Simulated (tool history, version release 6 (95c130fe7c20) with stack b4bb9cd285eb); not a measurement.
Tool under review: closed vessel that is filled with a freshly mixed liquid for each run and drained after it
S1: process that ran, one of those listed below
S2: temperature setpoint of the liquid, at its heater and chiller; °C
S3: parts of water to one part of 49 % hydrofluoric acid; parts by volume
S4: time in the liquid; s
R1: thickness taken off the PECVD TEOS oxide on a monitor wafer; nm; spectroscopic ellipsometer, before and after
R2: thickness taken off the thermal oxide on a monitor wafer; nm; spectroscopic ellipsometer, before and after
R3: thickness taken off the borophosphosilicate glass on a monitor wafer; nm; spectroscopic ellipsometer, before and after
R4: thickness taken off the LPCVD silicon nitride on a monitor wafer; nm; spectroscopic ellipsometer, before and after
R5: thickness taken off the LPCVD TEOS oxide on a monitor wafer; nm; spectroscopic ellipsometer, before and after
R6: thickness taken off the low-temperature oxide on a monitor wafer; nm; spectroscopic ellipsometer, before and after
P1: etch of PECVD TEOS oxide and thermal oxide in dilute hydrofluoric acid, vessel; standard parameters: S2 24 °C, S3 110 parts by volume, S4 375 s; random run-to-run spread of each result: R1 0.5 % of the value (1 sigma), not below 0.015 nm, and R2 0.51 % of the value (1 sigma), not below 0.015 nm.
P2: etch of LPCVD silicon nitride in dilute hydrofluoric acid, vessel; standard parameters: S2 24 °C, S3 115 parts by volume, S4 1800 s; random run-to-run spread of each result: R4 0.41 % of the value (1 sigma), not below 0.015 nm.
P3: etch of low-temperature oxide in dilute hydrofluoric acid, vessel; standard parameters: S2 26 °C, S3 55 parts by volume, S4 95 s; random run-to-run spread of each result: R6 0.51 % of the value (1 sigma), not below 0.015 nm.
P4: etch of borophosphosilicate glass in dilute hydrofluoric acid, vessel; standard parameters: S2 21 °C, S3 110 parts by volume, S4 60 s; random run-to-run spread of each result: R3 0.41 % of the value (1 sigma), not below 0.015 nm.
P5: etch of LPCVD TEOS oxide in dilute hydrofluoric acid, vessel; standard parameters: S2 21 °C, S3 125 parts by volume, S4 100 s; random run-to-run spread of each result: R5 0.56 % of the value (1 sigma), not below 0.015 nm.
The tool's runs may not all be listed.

| run | hour | S1 | S2 | S3 | S4 | R1 | R2 | R3 | R4 | R5 | R6 |
|---|---|---|---|---|---|---|---|---|---|---|---|
| 1 | 12.4 | P1 | 24 | 110 | 375 | 34.079 | 16.749 |  |  |  |  |
| 2 | 22.7 | P4 | 21 | 170 | 60 |  |  | 16.341 |  |  |  |
| 3 | 34.3 | P2 | 30.5 | 115 | 1800 |  |  |  | 11.435 |  |  |
| 4 | 45.5 | P5 | 21 | 125 | 100 |  |  |  |  | 28.953 |  |
| 5 | 55.3 | P2 | 24 | 115 | 1800 |  |  |  | 7.5629 |  |  |
| 6 | 67.7 | P4 | 21 | 110 | 60 |  |  | 26.811 |  |  |  |
| 7 | 74.2 | P1 | 24 | 170 | 155 | 8.5121 | 4.1613 |  |  |  |  |
|  | 74.6 | thermometer replaced |
| 8 | 82.1 | P3 | 26 | 55 | 30 |  |  |  |  |  | 17.529 |
| 9 | 91.1 | P1 | 24 | 65 | 375 | 61.315 | 29.687 |  |  |  |  |
| 10 | 103 | P1 | 28 | 110 | 595 | 63.681 | 30.868 |  |  |  |  |
| 11 | 112.8 | P4 | 21 | 110 | 30 |  |  | 13.288 |  |  |  |
| 12 | 123.9 | P1 | 24 | 110 | 375 | 34.083 | 16.606 |  |  |  |  |
| 13 | 135.7 | P2 | 24 | 215 | 1800 |  |  |  | 4.0092 |  |  |
| 14 | 147.6 | P1 | 24 | 110 | 375 | 34.122 | 16.576 |  |  |  |  |
| 15 | 153.2 | P3 | 26 | 55 | 95 |  |  |  |  |  | 55.905 |
| 16 | 159 | P3 | 26 | 20 | 95 |  |  |  |  |  | 162.14 |
| 17 | 169.3 | P5 | 17 | 125 | 100 |  |  |  |  | 24.557 |  |
| 18 | 176.4 | P1 | 28.5 | 110 | 375 | 40.552 | 20.072 |  |  |  |  |
| 19 | 183.3 | P4 | 27 | 110 | 60 |  |  | 33.675 |  |  |  |
| 20 | 191 | P1 | 24 | 165 | 375 | 21.122 | 10.429 |  |  |  |  |
| 21 | 202.4 | P3 | 21 | 55 | 95 |  |  |  |  |  | 45.478 |
| 22 | 209.4 | P5 | 21 | 70 | 100 |  |  |  |  | 54.837 |  |
| 23 | 214.9 | P1 | 24 | 110 | 155 | 14.065 | 6.8413 |  |  |  |  |
| 24 | 222.9 | P2 | 24 | 115 | 1800 |  |  |  | 7.5389 |  |  |
| 25 | 231 | P1 | 24 | 110 | 375 | 33.878 | 16.685 |  |  |  |  |
| 26 | 238.5 | P1 | 17 | 110 | 375 | 25.451 | 12.516 |  |  |  |  |
| 27 | 249.4 | P1 | 24 | 110 | 375 | 34.187 | 16.642 |  |  |  |  |
| 28 | 262.1 | P5 | 21 | 125 | 30 |  |  |  |  | 8.605 |  |
| 29 | 268.2 | P1 | 24 | 110 | 620 | 56.401 | 27.762 |  |  |  |  |
| 30 | 274 | P2 | 24 | 115 | 235 |  |  |  | 1.0139 |  |  |
| 31 | 285.7 | P1 | 24 | 110 | 375 | 33.807 | 16.627 |  |  |  |  |

Predict the results of run 32:
| 32 | 292.5 | P1 | 24 | 110 | 375 | ? | ? |  |  |  |  |

Run 32 measured R1 33.122 nm, R2 16.299 nm.
